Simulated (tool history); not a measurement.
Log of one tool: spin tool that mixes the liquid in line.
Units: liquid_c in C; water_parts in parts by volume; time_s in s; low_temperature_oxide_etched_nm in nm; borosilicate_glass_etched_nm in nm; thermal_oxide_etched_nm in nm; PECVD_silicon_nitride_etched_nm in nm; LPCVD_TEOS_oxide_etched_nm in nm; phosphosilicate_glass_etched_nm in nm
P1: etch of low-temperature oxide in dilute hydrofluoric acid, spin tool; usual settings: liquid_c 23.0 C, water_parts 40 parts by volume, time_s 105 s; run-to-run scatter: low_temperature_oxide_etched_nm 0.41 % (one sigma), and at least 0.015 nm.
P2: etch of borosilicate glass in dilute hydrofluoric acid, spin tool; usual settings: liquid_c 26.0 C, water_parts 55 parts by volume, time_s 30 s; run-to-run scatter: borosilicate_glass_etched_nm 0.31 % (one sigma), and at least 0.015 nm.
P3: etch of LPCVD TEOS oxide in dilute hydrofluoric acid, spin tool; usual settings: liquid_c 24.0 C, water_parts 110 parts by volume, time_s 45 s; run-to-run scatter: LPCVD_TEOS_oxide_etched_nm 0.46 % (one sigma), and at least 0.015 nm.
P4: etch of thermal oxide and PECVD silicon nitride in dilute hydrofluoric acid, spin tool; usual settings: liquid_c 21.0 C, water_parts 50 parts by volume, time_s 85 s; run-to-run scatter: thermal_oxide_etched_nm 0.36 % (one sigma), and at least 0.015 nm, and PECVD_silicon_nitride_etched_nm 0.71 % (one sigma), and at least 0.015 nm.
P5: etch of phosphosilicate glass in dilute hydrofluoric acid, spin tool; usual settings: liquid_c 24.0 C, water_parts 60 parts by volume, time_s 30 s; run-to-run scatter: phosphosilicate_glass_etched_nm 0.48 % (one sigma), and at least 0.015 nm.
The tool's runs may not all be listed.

run   hour  process  liquid_c  water_parts  time_s  hours since the thermometer was replaced  hours since the hydrofluoric acid flow meter was replaced  low_temperature_oxide_etched_nm  borosilicate_glass_etched_nm  thermal_oxide_etched_nm  PECVD_silicon_nitride_etched_nm  LPCVD_TEOS_oxide_etched_nm  phosphosilicate_glass_etched_nm
  1    7.4       P1      23.0           40     105                                     334.9                                                      762.5                          40.9650
  2   14.6       P2      26.0           85      30                                     342.1                                                      769.7                                                        12.0390
  3   22.0       P1      23.0           40     105                                     349.5                                                      777.1                          41.0190
  4   26.7       P4      21.0           50     125                                     354.2                                                      781.8                                                                                 10.4830                           5.8025
  5   31.2       P3      17.0          110      45                                     358.7                                                      786.3                                                                                                                                               5.7511
  6   37.3       P2      26.0           55      30                                     364.8                                                      792.4                                                        19.4610
  7   43.7       P5      24.0           60      30                                     371.2                                                      798.8                                                                                                                                                                                60.063
  8   50.0       P5      24.0           35      30                                     377.5                                                      805.1                                                                                                                                                                               107.070
  9   55.9       P1      23.0           55      40                                     383.4                                                      811.0                          10.9650
 10   60.0       P1      23.0           40     105                                     387.5                                                      815.1                          40.6110
 11   67.1       P2      26.0           55      30                                     394.6                                                      822.2                                                        19.5410
 12   74.1       P1      23.0           40     165                                     401.6                                                      829.2                          64.1120
 13   81.6       P1      23.0           55      50                                     409.1                                                      836.7                          13.9320
 14   85.3       P4      21.0           50      85                                     412.8                                                      840.4                                                                                  7.1861                           3.8883
 15   92.0       P4      24.5           50      85                                     419.5                                                      847.1                                                                                  8.3162                           4.9396
 16   99.5       P1      23.0           40      15                                     427.0                                                      854.6                           5.8428
 17  104.6       P1      23.0           40     105                                     432.1                                                      859.7                          41.1180
 18  109.4       P1      23.0           40     105                                     436.9                                                      864.5                          40.6990
 19  117.0       P1      23.0           20     105                                     444.5                                                      872.1                          84.0090
 20  122.7       P1      28.5           40     105                                     450.2                                                      877.8                          51.0790
 21  130.2       P4      21.0           80      85                                     457.7                                                      885.3                                                                                  4.3205                           2.4284
 22  137.0       P3      24.0          110      15                                     464.5                                                      892.1                                                                                                                                               2.5509
 23  143.0       P5      24.0           60      50                                     470.5                                                      898.1                                                                                                                                                                               100.430
 24  150.1       P1      17.0           40     105                                     477.6                                                      905.2                          31.7940
 25  157.1       P3      24.0          200      45                                     484.6                                                      912.2                                                                                                                                               3.7830
 26  161.4       P3      24.0          110      45                                     488.9                                                      916.5                                                                                                                                               7.6768
 27  167.6       P2      21.0           55      30                                     495.1                                                      922.7                                                        15.7960
 28  175.0       P2      26.0           55      15                                     502.5                                                      930.1                                                         9.7612
 29  181.4       P5      24.0           60      30                                     508.9                                                      936.5                                                                                                                                                                                60.660
 30  184.8       P1      23.0           65     105                                     512.3                                                      939.9                          24.2240
 31  189.2       P5      17.0           60      30                                     516.7                                                      944.3                                                                                                                                                                                44.456

The next listed run, before its measurement:
 32  192.7       P1      23.0           40     105                                     520.2                                                      947.8                                ?

Run 32 gave low_temperature_oxide_etched_nm 40.8950 nm.

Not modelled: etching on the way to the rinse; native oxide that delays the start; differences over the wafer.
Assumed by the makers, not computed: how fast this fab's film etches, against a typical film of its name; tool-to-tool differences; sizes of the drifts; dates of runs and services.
